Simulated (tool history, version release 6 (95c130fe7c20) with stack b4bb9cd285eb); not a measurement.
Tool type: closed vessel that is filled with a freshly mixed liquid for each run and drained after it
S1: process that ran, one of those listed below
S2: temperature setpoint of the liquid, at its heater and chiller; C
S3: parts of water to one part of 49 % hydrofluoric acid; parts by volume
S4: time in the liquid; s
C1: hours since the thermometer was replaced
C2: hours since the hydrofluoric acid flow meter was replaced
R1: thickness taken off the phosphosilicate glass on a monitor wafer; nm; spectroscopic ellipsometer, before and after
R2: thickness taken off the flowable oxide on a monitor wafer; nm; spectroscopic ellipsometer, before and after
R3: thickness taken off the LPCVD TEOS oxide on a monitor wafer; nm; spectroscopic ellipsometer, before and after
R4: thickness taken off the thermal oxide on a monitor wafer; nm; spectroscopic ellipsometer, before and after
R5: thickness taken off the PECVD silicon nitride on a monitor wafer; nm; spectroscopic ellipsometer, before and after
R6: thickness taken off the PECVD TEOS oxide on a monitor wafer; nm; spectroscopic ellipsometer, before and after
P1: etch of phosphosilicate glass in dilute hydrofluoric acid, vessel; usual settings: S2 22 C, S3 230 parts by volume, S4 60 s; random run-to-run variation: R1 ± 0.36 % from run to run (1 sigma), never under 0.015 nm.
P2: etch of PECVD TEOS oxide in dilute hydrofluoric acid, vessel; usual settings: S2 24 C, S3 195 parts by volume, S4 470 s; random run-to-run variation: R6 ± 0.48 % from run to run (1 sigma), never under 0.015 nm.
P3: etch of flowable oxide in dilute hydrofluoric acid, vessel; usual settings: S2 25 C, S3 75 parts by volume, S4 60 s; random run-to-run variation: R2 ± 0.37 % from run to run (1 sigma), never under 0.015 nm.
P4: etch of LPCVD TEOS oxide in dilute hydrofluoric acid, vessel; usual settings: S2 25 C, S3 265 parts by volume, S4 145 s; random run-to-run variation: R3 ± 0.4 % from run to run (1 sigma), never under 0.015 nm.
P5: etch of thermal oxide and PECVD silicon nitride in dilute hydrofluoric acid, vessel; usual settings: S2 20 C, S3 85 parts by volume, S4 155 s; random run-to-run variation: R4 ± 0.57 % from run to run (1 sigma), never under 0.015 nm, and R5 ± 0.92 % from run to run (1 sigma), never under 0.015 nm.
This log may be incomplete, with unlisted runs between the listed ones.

run	hour	S1	S2	S3	S4	C1	C2	R1	R2	R3	R4	R5	R6
1	8.2	P1	22	230	60	630.2	241.4	22.655					
2	21.5	P3	32	75	60	643.5	254.7		77.288				
3	33.4	P1	22	230	30	655.4	266.6	11.331					
4	44.6	P4	25	265	145	666.6	277.8			15.134			
5	53.5	P1	22	230	90	675.5	286.7	33.764					
6	69.8	P1	22	230	60	691.8	303	22.678					
7	79.3	P5	17	85	155	701.3	312.5				6.3049	2.1576	
8	91.4	P2	24	195	470	713.4	324.6						51.279
9	109.1	P2	24	310	470	731.1	342.3						29.003
10	122.6	P1	26	230	60	744.6	355.8	26.204					
11	136.5	P1	29	140	60	758.5	369.7	53.277					
12	150.9	P3	25	75	30	772.9	384.1		29.54				
13	162.1	P1	17	320	60	784.1	395.3	12.406					
14	172.6	P5	20	85	155	794.6	405.8				7.1653	2.641	
15	190	P3	25	130	60	812	423.2		31.905				
16	208	P4	25	265	70	830	441.2			7.285			
17	220.5	P2	17.5	195	470	842.5	453.7						39.848
# hour 230.7: hydrofluoric acid flow meter replaced
18	234.5	P1	22	230	60	856.5	3.8	22.622					
19	251	P4	25	265	145	873	20.3			14.996			
20	265.2	P1	22	370	90	887.2	34.5	18.585					
21	273.6	P5	20	85	30	895.6	42.9				1.3691	0.52798	
22	288.4	P3	25	75	60	910.4	57.7		58.911				
23	300.3	P2	24	195	750	922.3	69.6						82.183
24	310.3	P4	25	145	145	932.3	79.6			31.641			
25	326	P1	22	230	60	948	95.3	22.514					
26	339.4	P5	20	85	155	961.4	108.7				7.1469	2.5877	
27	349.5	P1	22	230	60	971.5	118.8	22.746					
28	365.4	P1	17	230	60	987.4	134.7	18.698					
29	382.5	P5	20	30	155	1004.5	151.8				21.639	7.2377	
30	396.3	P4	20.5	265	145	1018.3	165.6			12.838			
31	408.2	P1	22	365	60	1030.2	177.5	12.634					
32	423.1	P2	24	195	470	1045.1	192.4						51.409
33	438.8	P1	22	125	60	1060.8	208.1	46.427					
34	448.4	P1	22	230	60	1070.4	217.7	22.721					
35	461.9	P1	22	230	60	1083.9	231.2	21.946					
36	479.1	P1	22	230	60	1101.1	248.4	21.528					
37	487.7	P1	22	230	60	1109.7	257	21.502					
38	498	P1	22	230	60	1120	267.3	21.377					
39	512.5	P1	22	230	60	1134.5	281.8	21.356					
40	530.5	P1	22	230	60	1152.5	299.8	21.272					
41	544.2	P1	22	230	60	1166.2	313.5	21.346					

Compared with where it was, what P1 gives has crept away. Each cause listed below fits the log as well as the rest, at the size given for it:
A: hydrofluoric acid flow below the setpoint (%) = 5.06
B: liquid colder than its thermometer reads (K) = 1.71
The process output started creeping at around hour 448.4.

Question marks stand in for the results of the 4 check runs listed below, each run on one wafer. Under which run would the listed causes show clearly different results?
check 1	557.9	P3	31	130	60				?				
check 2	557.9	P2	19	305	470								?
check 3	557.9	P4	21.5	265	145					?			
check 4	557.9	P5	17	45	155						?	?	

If the cause were each of the candidates in turn, the checks would give the following:
check	result	if A	if B
check 1	R2	37.389	37.353
check 2	R6	22.986	23.038
check 3	R3	12.518	12.545
check 4	R4	11.7	11.463
check 4	R5	3.7831	3.5194
Distance between the nearest two causes, measured in the result of the check that separates them most: check 1 0.1 %; check 2 0.23 %; check 3 0.21 %; check 4 7.23 %
Only check 4 tells the causes apart: in the others they would give nearly the same result.

Check 4 was carried out, with these results: R4 11.72 nm; R5 3.7622 nm. Which of the listed causes is responsible?

A is the cause: hydrofluoric acid flow below the setpoint (%).
